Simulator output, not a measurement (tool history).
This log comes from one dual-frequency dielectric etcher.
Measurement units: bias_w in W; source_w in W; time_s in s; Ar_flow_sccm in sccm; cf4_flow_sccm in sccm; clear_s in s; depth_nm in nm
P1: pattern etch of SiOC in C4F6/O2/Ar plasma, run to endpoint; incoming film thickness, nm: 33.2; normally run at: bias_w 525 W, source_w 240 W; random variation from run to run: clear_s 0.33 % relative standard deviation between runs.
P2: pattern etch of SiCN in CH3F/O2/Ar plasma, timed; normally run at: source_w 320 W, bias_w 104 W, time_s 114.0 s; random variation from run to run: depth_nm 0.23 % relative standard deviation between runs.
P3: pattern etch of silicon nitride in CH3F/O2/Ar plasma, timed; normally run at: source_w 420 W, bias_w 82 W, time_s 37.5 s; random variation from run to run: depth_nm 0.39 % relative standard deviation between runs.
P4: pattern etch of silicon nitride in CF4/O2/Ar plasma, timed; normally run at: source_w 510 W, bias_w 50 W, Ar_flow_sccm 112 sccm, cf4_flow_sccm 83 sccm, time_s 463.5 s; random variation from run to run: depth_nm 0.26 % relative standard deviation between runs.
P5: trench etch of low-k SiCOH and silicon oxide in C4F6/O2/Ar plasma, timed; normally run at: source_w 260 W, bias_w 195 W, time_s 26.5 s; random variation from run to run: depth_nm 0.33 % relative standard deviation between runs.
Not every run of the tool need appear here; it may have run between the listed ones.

run,hour,process,bias_w,source_w,time_s,Ar_flow_sccm,cf4_flow_sccm,clear_s,depth_nm
1,12.7,P1,525,240,,,,13.237,
2,19.3,P1,400,180,,,,16.274,
3,27.6,P3,82,510,37.5,,,,28.981
4,38.4,P4,50,400,463.5,112,83,,712.060
5,44.9,P1,670,240,,,,12.083,
6,53.4,P3,115,420,37.5,,,,30.407
7,64.2,P5,195,260,14.5,,,,40.406
8,73.7,P1,525,150,,,,15.693,
9,83.2,P3,82,420,20.5,,,,14.648
10,92.4,P5,195,260,26.5,,,,73.730
11,104.9,P5,127,260,26.5,,,,64.312
12,114.1,P2,104,320,114.0,,,,43.598
13,123.4,P4,50,510,463.5,112,83,,882.300
14,131.2,P1,326,240,,,,15.845,
15,139.0,P3,82,420,37.5,,,,26.935
16,149.6,P4,50,510,654.5,112,83,,1248.100
17,155.8,P1,358,190,,,,16.600,
18,169.5,P1,525,240,,,,13.205,
19,182.9,P4,60,510,463.5,112,83,,950.710
20,191.0,P2,104,250,114.0,,,,40.070
21,197.9,P4,50,510,463.5,112,53,,827.490
22,211.7,P1,350,170,,,,17.480,
23,224.9,P1,525,310,,,,12.076,
24,235.1,P4,50,510,463.5,67,83,,937.720
25,247.8,P5,195,320,26.5,,,,79.757
26,255.2,P1,525,240,,,,13.227,
27,262.4,P1,525,240,,,,13.279,
28,269.1,P5,195,260,26.5,,,,74.082
29,278.5,P2,104,320,75.5,,,,28.865

Run 30, settings as shown, results not yet in. Your forecast:
30,286.7,P2,104,320,114.0,,,,?

Run 30 measured depth_nm 43.518 nm.
